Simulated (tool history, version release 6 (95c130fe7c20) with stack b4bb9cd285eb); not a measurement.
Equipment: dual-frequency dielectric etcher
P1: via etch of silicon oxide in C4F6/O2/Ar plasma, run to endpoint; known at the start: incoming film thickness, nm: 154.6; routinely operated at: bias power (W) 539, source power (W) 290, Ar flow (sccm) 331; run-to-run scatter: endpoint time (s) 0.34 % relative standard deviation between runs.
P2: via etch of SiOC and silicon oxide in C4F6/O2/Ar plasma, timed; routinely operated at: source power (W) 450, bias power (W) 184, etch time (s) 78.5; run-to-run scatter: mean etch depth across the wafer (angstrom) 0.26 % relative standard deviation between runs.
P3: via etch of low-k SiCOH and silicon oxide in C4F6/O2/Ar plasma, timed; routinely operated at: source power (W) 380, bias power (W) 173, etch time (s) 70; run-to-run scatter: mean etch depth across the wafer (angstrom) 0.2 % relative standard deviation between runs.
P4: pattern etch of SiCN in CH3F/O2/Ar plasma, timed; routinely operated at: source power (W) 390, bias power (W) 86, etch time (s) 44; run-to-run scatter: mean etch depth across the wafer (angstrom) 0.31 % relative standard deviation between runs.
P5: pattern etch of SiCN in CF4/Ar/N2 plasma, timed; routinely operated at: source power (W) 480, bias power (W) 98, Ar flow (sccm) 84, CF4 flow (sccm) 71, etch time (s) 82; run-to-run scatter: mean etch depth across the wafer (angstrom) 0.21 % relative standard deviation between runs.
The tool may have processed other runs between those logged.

run   hour  process that ran  bias power (W)  source power (W)  Ar flow (sccm)  CF4 flow (sccm)  etch time (s)  hours since the last wet clean  hours since the last bias power generator calibration  hours since the last source power generator calibration  hours since the last Ar flow controller change  endpoint time (s)  mean etch depth across the wafer (angstrom)
  1   11.9                P1             539               290             331                                                             269                                                  630.4                                                    794.6                                          1621.9             37.212
  2   24.2                P1             539               290             331                                                           281.3                                                  642.7                                                    806.9                                          1634.2             37.252
  3     38                P1             539               290             417                                                           295.1                                                  656.5                                                    820.7                                            1648             38.216
  4   50.1                P1             539               290             266                                                           307.2                                                  668.6                                                    832.8                                          1660.1             36.336
  5     57                P5              98               480              84               48             82                           314.1                                                  675.5                                                    839.7                                            1667                                                          847.45
  6   69.5                P3             173               470                                              70                           326.6                                                    688                                                    852.2                                          1679.5                                                          1921.7
  7   78.6                P5              98               670              84               71             82                           335.7                                                  697.1                                                    861.3                                          1688.6                                                            1195
  8   91.7                P2             117               450                                            78.5                           348.8                                                  710.2                                                    874.4                                          1701.7                                                          818.06
  9  105.3                P5              58               480              84               71             82                           362.4                                                  723.8                                                      888                                          1715.3                                                          744.18
 10    120                P1             383               400             331                                                           377.1                                                  738.5                                                    902.7                                            1730             37.544
 11  134.9                P3             240               380                                              70                             392                                                  753.4                                                    917.6                                          1744.9                                                          1973.4
 12    146                P5              98               480              84               71             82                           403.1                                                  764.5                                                    928.7                                            1756                                                          889.85
 13  160.2                P1             383               290             331                                                           417.3                                                  778.7                                                    942.9                                          1770.2             42.366
 14    173                P1             754               290             235                                                           430.1                                                  791.5                                                    955.7                                            1783             31.378
 15  180.5                P2             184               270                                            78.5                           437.6                                                    799                                                    963.2                                          1790.5                                                          773.28
 16  191.3                P4              86               390                                              44                           448.4                                                  809.8                                                      974                                          1801.3                                                          178.58
     191.8  -- wet clean of the chamber
 17    198                P4              86               390                                            27.5                             6.3                                                  816.5                                                    980.7                                            1808                                                          110.91
 18  212.5                P5              98               480              84               71           62.5                            20.8                                                    831                                                    995.2                                          1822.5                                                          680.82
 19    224                P4              86               390                                              44                            32.3                                                  842.5                                                   1006.7                                            1834                                                          177.05
 20  238.1                P3             173               380                                              70                            46.4                                                  856.6                                                   1020.8                                          1848.1                                                          1767.2
 21  249.4                P3             173               380                                              46                            57.7                                                  867.9                                                   1032.1                                          1859.4                                                          1159.2
 22  258.4                P2             184               450                                            43.5                            66.7                                                  876.9                                                   1041.1                                          1868.4                                                          522.21
 23  267.3                P1             539               230             331                                                            75.6                                                  885.8                                                     1050                                          1877.3             40.411
 24  280.6                P1             731               290             331                                                            88.9                                                  899.1                                                   1063.3                                          1890.6             33.148
 25  294.8                P1             539               290             331                                                           103.1                                                  913.3                                                   1077.5                                          1904.8             37.197
 26  305.1                P2             184               450                                            78.5                           113.4                                                  923.6                                                   1087.8                                          1915.1                                                          941.84
 27  315.5                P1             394               290             208                                                           123.8                                                    934                                                   1098.2                                          1925.5             39.568
 28  330.3                P5              98               480             118               71             82                           138.6                                                  948.8                                                     1113                                          1940.3                                                          851.49
 29  343.2                P1             539               290             331                                                           151.5                                                  961.7                                                   1125.9                                          1953.2             37.333
 30    350                P2             184               450                                            78.5                           158.3                                                  968.5                                                   1132.7                                            1960                                                          944.37
 31  357.5                P4              67               390                                              44                           165.8                                                    976                                                   1140.2                                          1967.5                                                          163.42
 32  364.7                P1             539               290             331                                                             173                                                  983.2                                                   1147.4                                          1974.7             37.273
 33  375.2                P4              86               560                                              44                           183.5                                                  993.7                                                   1157.9                                          1985.2                                                          203.92
 34  386.6                P1             539               360             331                                                           194.9                                                 1005.1                                                   1169.3                                          1996.6             34.329
 35  396.2                P1             539               290             331                                                           204.5                                                 1014.7                                                   1178.9                                          2006.2             37.126
 36  405.2                P1             539               290             331                                                           213.5                                                 1023.7                                                   1187.9                                          2015.2             37.025
 37  414.2                P1             539               290             331                                                           222.5                                                 1032.7                                                   1196.9                                          2024.2             36.988
 38  429.5                P1             539               290             331                                                           237.8                                                   1048                                                   1212.2                                          2039.5             36.792
     435.8  -- Ar flow controller replaced
 39    442                P1             539               290             331                                                           250.3                                                 1060.5                                                   1224.7                                             6.2             36.582
 40  456.7                P1             539               290             331                                                             265                                                 1075.2                                                   1239.4                                            20.9             36.636
     465.5  -- wet clean of the chamber
 41  471.4                P1             539               290             331                                                               6                                                 1089.9                                                   1254.1                                            35.6             36.374
 42  486.4                P1             539               290             331                                                              21                                                 1104.9                                                   1269.1                                            50.6             36.613
 43  498.2                P1             539               290             331                                                            32.8                                                 1116.7                                                   1280.9                                            62.4             36.601

What P1 gives has crept away from where it was. These 2 causes fit the log equally well, each at the size given:
A: bias power that arrives over what is set, % = 4.53
B: source power that arrives over what is set, % = 4.77
Creep in the process output first set in at about hour 396.2.
Each remaining cause and why it is not a fit:
chamber walls in a state that raises the etch rate, %: work on it at hour 465.5, done after the drift set in, did not restore what the process gave before
Ar flow that arrives under what is set, %: work on it at hour 435.8, done after the drift set in, did not restore what the process gave before

Consider the 4 single-wafer check runs listed below, results given as question marks: which one distinguishes between the causes by giving clearly different results for each?
check 1   510                P5              98               480              84               51             82                                                                                                                                                                                                                                                               ?
check 2   510                P4              86               540                                            31.5                                                                                                                                                                                                                                                               ?
check 3   510                P3             230               380                                            55.5                                                                                                                                                                                                                                                               ?
check 4   510                P2             130               310                                            78.5                                                                                                                                                                                                                                                               ?

Expected result of each check under each candidate cause:
  check                                       result    if A    if B
check 1  mean etch depth across the wafer (angstrom)   866.4  887.38
check 2  mean etch depth across the wafer (angstrom)   146.3  146.52
check 3  mean etch depth across the wafer (angstrom)  1559.4  1564.1
check 4  mean etch depth across the wafer (angstrom)  740.65  744.15
How far apart the two closest causes lie, in the result that separates them most: check 1 2.39 %; check 2 0.15 %; check 3 0.3 %; check 4 0.47 %
Only check 1 tells the causes apart: in the others they would give nearly the same result.

Then check 1 was run and gave: mean etch depth across the wafer (angstrom) 890.64. Which cause is it?

It is B: source power that arrives over what is set, %.

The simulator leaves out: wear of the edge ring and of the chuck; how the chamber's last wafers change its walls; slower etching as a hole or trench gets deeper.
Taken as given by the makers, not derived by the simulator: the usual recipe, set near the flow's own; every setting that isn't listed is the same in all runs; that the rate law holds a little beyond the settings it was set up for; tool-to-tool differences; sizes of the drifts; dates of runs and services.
